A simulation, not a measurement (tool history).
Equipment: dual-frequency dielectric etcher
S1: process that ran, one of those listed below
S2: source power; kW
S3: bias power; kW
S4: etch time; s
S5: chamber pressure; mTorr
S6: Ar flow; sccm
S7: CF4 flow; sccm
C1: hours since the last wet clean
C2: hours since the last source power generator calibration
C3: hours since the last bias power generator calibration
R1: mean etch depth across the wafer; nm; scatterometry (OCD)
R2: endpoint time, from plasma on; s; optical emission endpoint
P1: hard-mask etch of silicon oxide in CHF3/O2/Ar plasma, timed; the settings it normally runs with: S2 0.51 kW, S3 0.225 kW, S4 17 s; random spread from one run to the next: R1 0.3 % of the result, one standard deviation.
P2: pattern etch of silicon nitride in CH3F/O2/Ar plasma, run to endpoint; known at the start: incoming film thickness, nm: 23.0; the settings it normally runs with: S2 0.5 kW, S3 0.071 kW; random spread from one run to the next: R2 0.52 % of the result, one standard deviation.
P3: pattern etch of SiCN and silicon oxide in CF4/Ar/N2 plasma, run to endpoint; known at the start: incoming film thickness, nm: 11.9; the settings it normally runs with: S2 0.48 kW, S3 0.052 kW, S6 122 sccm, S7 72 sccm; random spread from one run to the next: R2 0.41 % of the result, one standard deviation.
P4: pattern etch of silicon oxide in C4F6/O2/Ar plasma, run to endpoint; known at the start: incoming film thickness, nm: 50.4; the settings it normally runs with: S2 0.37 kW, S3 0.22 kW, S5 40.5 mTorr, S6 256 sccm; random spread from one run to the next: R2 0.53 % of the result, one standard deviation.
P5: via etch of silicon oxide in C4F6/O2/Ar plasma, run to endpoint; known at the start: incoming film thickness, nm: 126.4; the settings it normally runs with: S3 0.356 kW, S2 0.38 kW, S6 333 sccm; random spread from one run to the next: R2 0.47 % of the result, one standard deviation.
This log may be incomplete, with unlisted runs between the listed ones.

| run | hour | S1 | S2 | S3 | S4 | S5 | S6 | S7 | C1 | C2 | C3 | R1 | R2 |
|---|---|---|---|---|---|---|---|---|---|---|---|---|---|
| 1 | 9.7 | P1 | 0.51 | 0.225 | 17 |  |  |  | 259.8 | 594.3 | 391.7 | 33.238 |  |
| 2 | 22 | P4 | 0.37 | 0.22 |  | 40.5 | 208 |  | 272.1 | 606.6 | 404 |  | 15.837 |
| 3 | 28.4 | P1 | 0.51 | 0.174 | 17 |  |  |  | 278.5 | 613 | 410.4 | 30.339 |  |
| 4 | 34.6 | P1 | 0.51 | 0.225 | 17 |  |  |  | 284.7 | 619.2 | 416.6 | 33.182 |  |
| 5 | 40.3 | P1 | 0.51 | 0.225 | 17 |  |  |  | 290.4 | 624.9 | 422.3 | 33.173 |  |
| 6 | 48.4 | P1 | 0.51 | 0.15 | 20 |  |  |  | 298.5 | 633 | 430.4 | 34.176 |  |
| 7 | 54.7 | P1 | 0.51 | 0.225 | 9.5 |  |  |  | 304.8 | 639.3 | 436.7 | 18.43 |  |
| 8 | 67 | P1 | 0.63 | 0.225 | 17 |  |  |  | 317.1 | 651.6 | 449 | 35.996 |  |
| 9 | 73.5 | P4 | 0.37 | 0.28 |  | 40.5 | 256 |  | 323.6 | 658.1 | 455.5 |  | 14.972 |
| 10 | 79.9 | P3 | 0.48 | 0.052 |  |  | 122 | 72 | 330 | 664.5 | 461.9 |  | 14.507 |
| 11 | 88.9 | P5 | 0.38 | 0.356 |  |  | 432 |  | 339 | 673.5 | 470.9 |  | 34.625 |
| 12 | 100.4 | P1 | 0.65 | 0.225 | 20.5 |  |  |  | 350.5 | 685 | 482.4 | 43.881 |  |
| 13 | 107.1 | P5 | 0.29 | 0.356 |  |  | 333 |  | 357.2 | 691.7 | 489.1 |  | 37.427 |
| 14 | 115.8 | P1 | 0.51 | 0.225 | 17 |  |  |  | 365.9 | 700.4 | 497.8 | 33.124 |  |
| 15 | 126.1 | P3 | 0.64 | 0.052 |  |  | 122 | 72 | 376.2 | 710.7 | 508.1 |  | 11.209 |
| 16 | 135.7 | P1 | 0.51 | 0.225 | 17 |  |  |  | 385.8 | 720.3 | 517.7 | 33.075 |  |
| 17 | 146.9 | P2 | 0.5 | 0.071 |  |  |  |  | 397 | 731.5 | 528.9 |  | 30.262 |
| 18 | 157.8 | P2 | 0.5 | 0.058 |  |  |  |  | 407.9 | 742.4 | 539.8 |  | 32.514 |
| 19 | 168.1 | P2 | 0.5 | 0.071 |  |  |  |  | 418.2 | 752.7 | 550.1 |  | 30.441 |
| 20 | 175.4 | P4 | 0.37 | 0.22 |  | 40.5 | 256 |  | 425.5 | 760 | 557.4 |  | 16.194 |
| 21 | 187.2 | P3 | 0.48 | 0.031 |  |  | 122 | 72 | 437.3 | 771.8 | 569.2 |  | 17.051 |
| 22 | 198.7 | P1 | 0.51 | 0.288 | 17 |  |  |  | 448.8 | 783.3 | 580.7 | 36.114 |  |
| 23 | 208.6 | P3 | 0.48 | 0.052 |  |  | 85 | 72 | 458.7 | 793.2 | 590.6 |  | 13.781 |
| 24 | 215.1 | P4 | 0.26 | 0.22 |  | 40.5 | 256 |  | 465.2 | 799.7 | 597.1 |  | 18.592 |
| 25 | 225.7 | P2 | 0.61 | 0.071 |  |  |  |  | 475.8 | 810.3 | 607.7 |  | 28.103 |
| 26 | 233.4 | P3 | 0.48 | 0.052 |  |  | 122 | 98 | 483.5 | 818 | 615.4 |  | 13.739 |
| 27 | 239 | P5 | 0.38 | 0.356 |  |  | 333 |  | 489.1 | 823.6 | 621 |  | 34.063 |
| 28 | 245.4 | P1 | 0.41 | 0.225 | 17 |  |  |  | 495.5 | 830 | 627.4 | 30.525 |  |
| 29 | 250.9 | P4 | 0.37 | 0.22 |  | 40.5 | 256 |  | 501 | 835.5 | 632.9 |  | 16.233 |
| 30 | 260.9 | P1 | 0.51 | 0.225 | 25 |  |  |  | 511 | 845.5 | 642.9 | 48.864 |  |
| 31 | 271.3 | P4 | 0.37 | 0.22 |  | 26.5 | 256 |  | 521.4 | 855.9 | 653.3 |  | 15.498 |
| 32 | 281.3 | P1 | 0.51 | 0.225 | 17 |  |  |  | 531.4 | 865.9 | 663.3 | 33.279 |  |
| 33 | 289.4 | P3 | 0.48 | 0.052 |  |  | 122 | 72 | 539.5 | 874 | 671.4 |  | 14.556 |
| 34 | 296.5 | P5 | 0.38 | 0.356 |  |  | 333 |  | 546.6 | 881.1 | 678.5 |  | 33.634 |
| 35 | 305.4 | P5 | 0.38 | 0.26 |  |  | 333 |  | 555.5 | 890 | 687.4 |  | 37.712 |
| 36 | 312.3 | P1 | 0.51 | 0.225 | 17 |  |  |  | 562.4 | 896.9 | 694.3 | 33.078 |  |
| 37 | 320.9 | P1 | 0.51 | 0.225 | 17 |  |  |  | 571 | 905.5 | 702.9 | 33.487 |  |
| 38 | 332.2 | P1 | 0.51 | 0.225 | 17 |  |  |  | 582.3 | 916.8 | 714.2 | 33.535 |  |
| 39 | 341.4 | P1 | 0.51 | 0.225 | 17 |  |  |  | 591.5 | 926 | 723.4 | 33.458 |  |
| 40 | 351.1 | P1 | 0.51 | 0.225 | 17 |  |  |  | 601.2 | 935.7 | 733.1 | 33.784 |  |
|  | 358.5 | wet clean of the chamber |
| 41 | 362.3 | P1 | 0.51 | 0.225 | 17 |  |  |  | 3.8 | 946.9 | 744.3 | 33.808 |  |
| 42 | 368.1 | P1 | 0.51 | 0.225 | 17 |  |  |  | 9.6 | 952.7 | 750.1 | 33.662 |  |
| 43 | 378.5 | P1 | 0.51 | 0.225 | 17 |  |  |  | 20 | 963.1 | 760.5 | 33.618 |  |

What P1 gives has crept off from where it sat before. The 2 causes that follow fit the log equally well, each at the size noted:
A: bias power that arrives over what is set, % = 4.6
B: source power that arrives over what is set, % = 4.34
At approximately hour 312.3, the process output began to creep.
Every other cause this tool's parts could produce, and why it does not fit the log:
chamber walls in a state that raises the etch rate, %: was serviced at hour 358.5, once the creep was under way, yet the earlier output never came back

Which of the 4 check runs listed below, each an average over 2 wafers with its results shown as question marks, gives clearly different results under the different listed causes?
| check 1 | 388.9 | P2 | 0.5 | 0.071 |  |  |  |  |  |  |  |  | ? |
| check 2 | 388.9 | P3 | 0.48 | 0.052 |  |  | 122 | 72 |  |  |  |  | ? |
| check 3 | 388.9 | P5 | 0.38 | 0.356 |  |  | 333 |  |  |  |  |  | ? |
| check 4 | 388.9 | P4 | 0.37 | 0.22 |  | 40.5 | 256 |  |  |  |  |  | ? |

What each check would give under each cause:
| check | result | if A | if B |
|---|---|---|---|
| check 1 | R2 | 29.889 | 29.857 |
| check 2 | R2 | 14.335 | 14.005 |
| check 3 | R2 | 33.29 | 33.295 |
| check 4 | R2 | 15.993 | 15.971 |
Per check, the gap between the least separated pair of causes, taken in the result that splits them most: check 1 0.11 %; check 2 2.33 %; check 3 0.01 %; check 4 0.14 %
Check 2 is the one run that separates the causes; every other check would come out nearly the same whichever cause is at work.

After running check 2, the following was obtained: R2 14.061 s. Which cause does this point to?

It is B: source power that arrives over what is set, %.
